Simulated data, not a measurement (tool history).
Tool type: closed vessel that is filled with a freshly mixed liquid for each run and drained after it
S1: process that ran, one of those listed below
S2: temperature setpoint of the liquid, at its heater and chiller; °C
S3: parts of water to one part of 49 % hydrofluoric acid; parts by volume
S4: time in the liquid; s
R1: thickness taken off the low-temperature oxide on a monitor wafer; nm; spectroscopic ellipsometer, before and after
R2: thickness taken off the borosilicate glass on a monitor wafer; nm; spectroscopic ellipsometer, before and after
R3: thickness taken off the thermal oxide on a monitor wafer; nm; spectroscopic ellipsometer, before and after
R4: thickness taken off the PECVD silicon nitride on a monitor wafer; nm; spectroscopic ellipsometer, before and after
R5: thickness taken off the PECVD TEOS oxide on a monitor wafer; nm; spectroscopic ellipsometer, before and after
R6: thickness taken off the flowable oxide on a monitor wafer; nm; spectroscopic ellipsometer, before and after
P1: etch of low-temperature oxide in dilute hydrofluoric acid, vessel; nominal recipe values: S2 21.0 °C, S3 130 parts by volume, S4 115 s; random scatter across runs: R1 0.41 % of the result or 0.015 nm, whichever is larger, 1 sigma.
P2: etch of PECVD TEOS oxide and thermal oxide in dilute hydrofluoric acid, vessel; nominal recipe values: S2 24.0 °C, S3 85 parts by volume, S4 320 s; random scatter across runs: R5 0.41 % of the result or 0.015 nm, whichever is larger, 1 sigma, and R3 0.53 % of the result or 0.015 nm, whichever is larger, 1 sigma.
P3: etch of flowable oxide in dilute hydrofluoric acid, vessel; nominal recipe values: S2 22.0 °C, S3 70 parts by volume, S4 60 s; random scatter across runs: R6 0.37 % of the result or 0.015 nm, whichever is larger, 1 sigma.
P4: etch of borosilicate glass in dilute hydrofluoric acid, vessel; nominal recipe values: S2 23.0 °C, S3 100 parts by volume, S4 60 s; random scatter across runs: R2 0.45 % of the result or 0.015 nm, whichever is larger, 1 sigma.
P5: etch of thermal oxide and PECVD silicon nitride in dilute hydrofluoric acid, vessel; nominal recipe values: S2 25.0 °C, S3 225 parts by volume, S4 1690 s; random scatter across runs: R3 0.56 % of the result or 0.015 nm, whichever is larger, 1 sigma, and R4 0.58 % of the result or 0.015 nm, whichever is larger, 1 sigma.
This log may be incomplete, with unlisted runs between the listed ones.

run     day  S1    S2   S3    S4       R1       R2      R3       R4      R5      R6
  1   0.488  P1  21.0  130   115   7.7836
  2   0.871  P1  21.0  130   115   7.7289
  3   1.246  P4  17.0  100    60           11.1810
  4   1.571  P1  17.0  175   115   4.6722
  5   1.950  P1  17.0  130    55   3.1347
  6   2.496  P5  25.0  225  1690                    31.499  14.9110
  7   2.879  P1  17.0  130   115   6.6544
  8   3.408  P4  23.0  100    30            7.1147
  9   3.671  P4  23.0  100    60           14.2220
 10   3.962  P1  21.0  130   185  12.4420
 11   4.488  P4  23.0  135    60           10.1680
 12   5.004  P2  24.0   85   320                    18.794           48.855
 13   5.438  P1  21.0  200   115   4.6864
 14   5.862  P5  25.0  225  2690                    50.205  24.0150
 15   6.279  P2  24.0   85   630                    36.825           95.942
 16   6.808  P1  21.0   45   115  24.8350
 17   7.246  P5  25.0  400  1690                    14.854   8.5076
 18   7.567  P1  21.0  130   115   7.8043
 19   8.012  P2  24.0   85   320                    18.870           48.691
      8.225  -- thermometer replaced
 20   8.300  P1  21.0  130   115   7.7599
 21   8.629  P3  22.0   70    60                                             38.668
 22   9.079  P1  21.0  130    40   2.7120
 23   9.488  P3  22.0   70    30                                             19.452
 24   9.808  P2  24.0   45   320                    37.377           97.620
 25  10.112  P1  28.5  130   115  10.3750
 26  10.408  P2  17.0   85   320                    13.984           36.546
 27  10.717  P5  29.0  225  1690                    36.226  19.2500
 28  10.971  P3  22.0   30    60                                             94.969
 29  11.262  P3  28.5   70    60                                             50.285
 30  11.650  P1  21.0  130   115   7.7237
 31  12.233  P1  21.0  130   115   7.5021
 32  12.646  P1  21.0  130   115   7.3589
 33  12.912  P1  21.0  130   115   7.3628
 34  13.396  P1  21.0  130   115   7.2524
 35  13.950  P1  21.0  130   115   7.1767
 36  14.471  P1  21.0  130   115   7.1603
 37  14.842  P1  21.0  130   115   7.1510
 38  15.404  P1  21.0  130   115   7.1663
 39  15.750  P1  21.0  130   115   7.1596

The output of P1 has drifted from where it used to be. Each of the 2 causes below, taken at the size shown beside it, accounts for the log equally well:
A: liquid colder than its thermometer reads (K) = 2.18
B: hydrofluoric acid flow below the setpoint (%) = 7.34
At approximately day 11.650, the process output began to creep.

4 check runs are offered, one wafer each, their results left as question marks. Which one tells the causes apart?
check 1  16.096  P3  22.0   70    60                       ?
check 2  16.096  P4  23.0  100    60       ?
check 3  16.096  P5  25.0  225  1690           ?   ?
check 4  16.096  P2  24.0   85   320           ?       ?

Expected result of each check under each candidate cause:
  check  result     if A     if B
check 1      R6   35.516   35.786
check 2      R2  13.0640  13.0950
check 3      R3   29.016   28.563
check 3      R4  13.1120  13.9340
check 4      R3   17.120   17.181
check 4      R5   44.704   44.863
How far apart the two closest causes lie, in the result that separates them most: check 1 0.76 %; check 2 0.24 %; check 3 6.08 %; check 4 0.36 %
Check 3 distinguishes between the causes, while the remaining checks would return nearly the same result for all of them.

After running check 3, the following was obtained: R3 28.620 nm; R4 13.9220 nm. Which cause does this point to?

The cause is B: hydrofluoric acid flow below the setpoint (%).

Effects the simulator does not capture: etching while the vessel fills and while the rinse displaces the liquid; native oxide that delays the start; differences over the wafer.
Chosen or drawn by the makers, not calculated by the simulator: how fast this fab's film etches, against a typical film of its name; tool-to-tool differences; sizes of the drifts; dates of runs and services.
